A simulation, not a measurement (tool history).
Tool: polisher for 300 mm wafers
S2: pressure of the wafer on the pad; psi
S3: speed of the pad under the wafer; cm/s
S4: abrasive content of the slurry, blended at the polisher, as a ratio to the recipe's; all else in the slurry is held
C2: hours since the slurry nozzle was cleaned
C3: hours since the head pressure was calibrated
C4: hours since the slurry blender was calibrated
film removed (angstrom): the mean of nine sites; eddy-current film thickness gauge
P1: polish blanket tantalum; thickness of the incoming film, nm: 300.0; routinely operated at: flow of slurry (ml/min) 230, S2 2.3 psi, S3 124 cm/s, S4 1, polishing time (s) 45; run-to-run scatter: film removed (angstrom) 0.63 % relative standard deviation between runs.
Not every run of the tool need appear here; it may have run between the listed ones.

Run 1, hour 9.1: flow of slurry (ml/min) 230, S2 2.3 psi, S3 124 cm/s, S4 1, polishing time (s) 45; wafers polished on this pad 671; C2 372.7; C3 410; C4 230.7. Result: film removed (angstrom) 1245.5.
Run 2, hour 17.9: flow of slurry (ml/min) 230, S2 2.3 psi, S3 124 cm/s, S4 1, polishing time (s) 70; wafers polished on this pad 795; C2 381.5; C3 418.8; C4 239.5. Result: film removed (angstrom) 1950.9.
Run 3, hour 25.6: flow of slurry (ml/min) 230, S2 2.3 psi, S3 124 cm/s, S4 1, polishing time (s) 45; wafers polished on this pad 904; C2 389.2; C3 426.5; C4 247.2. Result: film removed (angstrom) 1256.7.
Run 4, hour 36.4: flow of slurry (ml/min) 160, S2 2.3 psi, S3 124 cm/s, S4 1, polishing time (s) 45; wafers polished on this pad 1056; C2 400; C3 437.3; C4 258. Result: film removed (angstrom) 1186.9.
At hour 38: head pressure recalibrated.
At hour 39.1: slurry blender recalibrated.
Run 5, hour 43.8: flow of slurry (ml/min) 230, S2 2.3 psi, S3 124 cm/s, S4 1, polishing time (s) 45; wafers polished on this pad 1161; C2 407.4; C3 5.9; C4 4.7. Result: film removed (angstrom) 1255.5.
Run 6, hour 56.7: flow of slurry (ml/min) 350, S2 2.3 psi, S3 124 cm/s, S4 1, polishing time (s) 45; wafers polished on this pad 1343; C2 420.3; C3 18.8; C4 17.6. Result: film removed (angstrom) 1307.8.
Run 7, hour 68.6: flow of slurry (ml/min) 230, S2 2.3 psi, S3 198 cm/s, S4 1, polishing time (s) 45; wafers polished on this pad 1511; C2 432.2; C3 30.7; C4 29.5. Result: film removed (angstrom) 2009.4.
Run 8, hour 79.8: flow of slurry (ml/min) 230, S2 2.3 psi, S3 124 cm/s, S4 1, polishing time (s) 31; wafers polished on this pad 1669; C2 443.4; C3 41.9; C4 40.7. Result: film removed (angstrom) 859.45.
Run 9, hour 94.1: flow of slurry (ml/min) 230, S2 2.3 psi, S3 124 cm/s, S4 1.5, polishing time (s) 45; wafers polished on this pad 1871; C2 457.7; C3 56.2; C4 55. Result: film removed (angstrom) 1377.1.
Run 10, hour 104.3: flow of slurry (ml/min) 230, S2 1.3 psi, S3 124 cm/s, S4 1, polishing time (s) 45; wafers polished on this pad 2015; C2 467.9; C3 66.4; C4 65.2. Result: film removed (angstrom) 711.84.
Run 11, hour 113.2: flow of slurry (ml/min) 230, S2 2.3 psi, S3 92 cm/s, S4 1.2, polishing time (s) 45; wafers polished on this pad 2140; C2 476.8; C3 75.3; C4 74.1. Result: film removed (angstrom) 984.52.
Run 12, hour 120.9: flow of slurry (ml/min) 230, S2 2.3 psi, S3 124 cm/s, S4 0.55, polishing time (s) 45; wafers polished on this pad 2249; C2 484.5; C3 83; C4 81.8. Result: film removed (angstrom) 1011.1.
Run 13, hour 134.9: flow of slurry (ml/min) 230, S2 2.3 psi, S3 124 cm/s, S4 1, polishing time (s) 45; wafers polished on this pad 2446; C2 498.5; C3 97; C4 95.8. Result: film removed (angstrom) 1242.5.
Run 14, hour 142: flow of slurry (ml/min) 230, S2 2.3 psi, S3 70 cm/s, S4 1, polishing time (s) 45; wafers polished on this pad 2547; C2 505.6; C3 104.1; C4 102.9. Result: film removed (angstrom) 708.37.
Run 15, hour 152.7: flow of slurry (ml/min) 230, S2 2.3 psi, S3 124 cm/s, S4 1, polishing time (s) 45; wafers polished on this pad 2698; C2 516.3; C3 114.8; C4 113.6. Result: film removed (angstrom) 1254.
Run 16, hour 166.9: flow of slurry (ml/min) 230, S2 3.6 psi, S3 124 cm/s, S4 1, polishing time (s) 45; wafers polished on this pad 2898; C2 530.5; C3 129; C4 127.8. Result: film removed (angstrom) 1972.
Run 17, hour 177.1: flow of slurry (ml/min) 140, S2 2.3 psi, S3 124 cm/s, S4 1, polishing time (s) 66; wafers polished on this pad 3042; C2 540.7; C3 139.2; C4 138. Result: film removed (angstrom) 1725.9.
Run 18, hour 185.9: flow of slurry (ml/min) 230, S2 2.3 psi, S3 124 cm/s, S4 1, polishing time (s) 45; wafers polished on this pad 3166; C2 549.5; C3 148; C4 146.8. Result: film removed (angstrom) 1268.
Run 19, hour 200.7: flow of slurry (ml/min) 230, S2 2.3 psi, S3 124 cm/s, S4 1, polishing time (s) 45; wafers polished on this pad 3375; C2 564.3; C3 162.8; C4 161.6. Result: film removed (angstrom) 1211.
Run 20, hour 214.6: flow of slurry (ml/min) 230, S2 2.3 psi, S3 124 cm/s, S4 1, polishing time (s) 45; wafers polished on this pad 3571; C2 578.2; C3 176.7; C4 175.5. Result: film removed (angstrom) 1181.4.
Run 21, hour 222.9: flow of slurry (ml/min) 230, S2 2.3 psi, S3 124 cm/s, S4 1, polishing time (s) 45; wafers polished on this pad 3688; C2 586.5; C3 185; C4 183.8. Result: film removed (angstrom) 1181.5.
Run 22, hour 231.6: flow of slurry (ml/min) 230, S2 2.3 psi, S3 124 cm/s, S4 1, polishing time (s) 45; wafers polished on this pad 3811; C2 595.2; C3 193.7; C4 192.5. Result: film removed (angstrom) 1164.6.
At hour 238: worn pad replaced by a new one.
Run 23, hour 239.8: flow of slurry (ml/min) 230, S2 2.3 psi, S3 124 cm/s, S4 1, polishing time (s) 45; wafers polished on this pad 26; C2 603.4; C3 201.9; C4 200.7. Result: film removed (angstrom) 1161.
Run 24, hour 252: flow of slurry (ml/min) 230, S2 2.3 psi, S3 124 cm/s, S4 1, polishing time (s) 45; wafers polished on this pad 198; C2 615.6; C3 214.1; C4 212.9. Result: film removed (angstrom) 1167.1.
Run 25, hour 261.6: flow of slurry (ml/min) 230, S2 2.3 psi, S3 124 cm/s, S4 1, polishing time (s) 45; wafers polished on this pad 334; C2 625.2; C3 223.7; C4 222.5. Result: film removed (angstrom) 1160.3.
Run 26, hour 268.8: flow of slurry (ml/min) 230, S2 2.3 psi, S3 124 cm/s, S4 1, polishing time (s) 45; wafers polished on this pad 436; C2 632.4; C3 230.9; C4 229.7. Result: film removed (angstrom) 1159.5.

Something has made what P1 gives creep away from where it was; the 3 causes below, each at its own stated size, fit the log equally well:
A: abrasive missing from the slurry, % = 21.2
B: head's pressure below its setpoint, % = 7.13
C: slurry flow missing at the pad, % = 39.4
The drift started at roughly hour 185.9.
Excluded causes, each with its reason:
removal rate lost through wear of the pad, %: work on it at hour 238, done after the drift set in, did not restore what the process gave before

The 4 check runs listed below each average the results of 5 wafers, and their outcomes are marked with question marks. Under which run would the listed causes produce clearly different results?
Run check 1, hour 276: flow of slurry (ml/min) 230, S2 3.5 psi, S3 124 cm/s, S4 1.2, polishing time (s) 45. Result: film removed (angstrom) ?.
Run check 2, hour 276: flow of slurry (ml/min) 335, S2 2.3 psi, S3 124 cm/s, S4 0.55, polishing time (s) 45. Result: film removed (angstrom) ?.
Run check 3, hour 276: flow of slurry (ml/min) 230, S2 2.3 psi, S3 194 cm/s, S4 1, polishing time (s) 68. Result: film removed (angstrom) ?.
Run check 4, hour 276: flow of slurry (ml/min) 230, S2 2.3 psi, S3 124 cm/s, S4 1.45, polishing time (s) 45. Result: film removed (angstrom) ?.

How each check would come out, cause by cause:
  check                   result    if A    if B    if C
check 1  film removed (angstrom)  1875.6  1859.1  1858.8
check 2  film removed (angstrom)  946.14  978.22  999.98
check 3  film removed (angstrom)  2750.5  2750.7  2750.4
check 4  film removed (angstrom)  1299.2  1276.7  1276.5
Per check, the gap between the least separated pair of causes, taken in the result that splits them most: check 1 0.01 %; check 2 2.2 %; check 3 0 %; check 4 0.01 %
The causes can be told apart only by check 2. The other checks would give nearly the same results under each of them.

Check 2 was carried out, with these results: film removed (angstrom) 950.21. Which of the listed causes is responsible?

It is A: abrasive missing from the slurry, %.
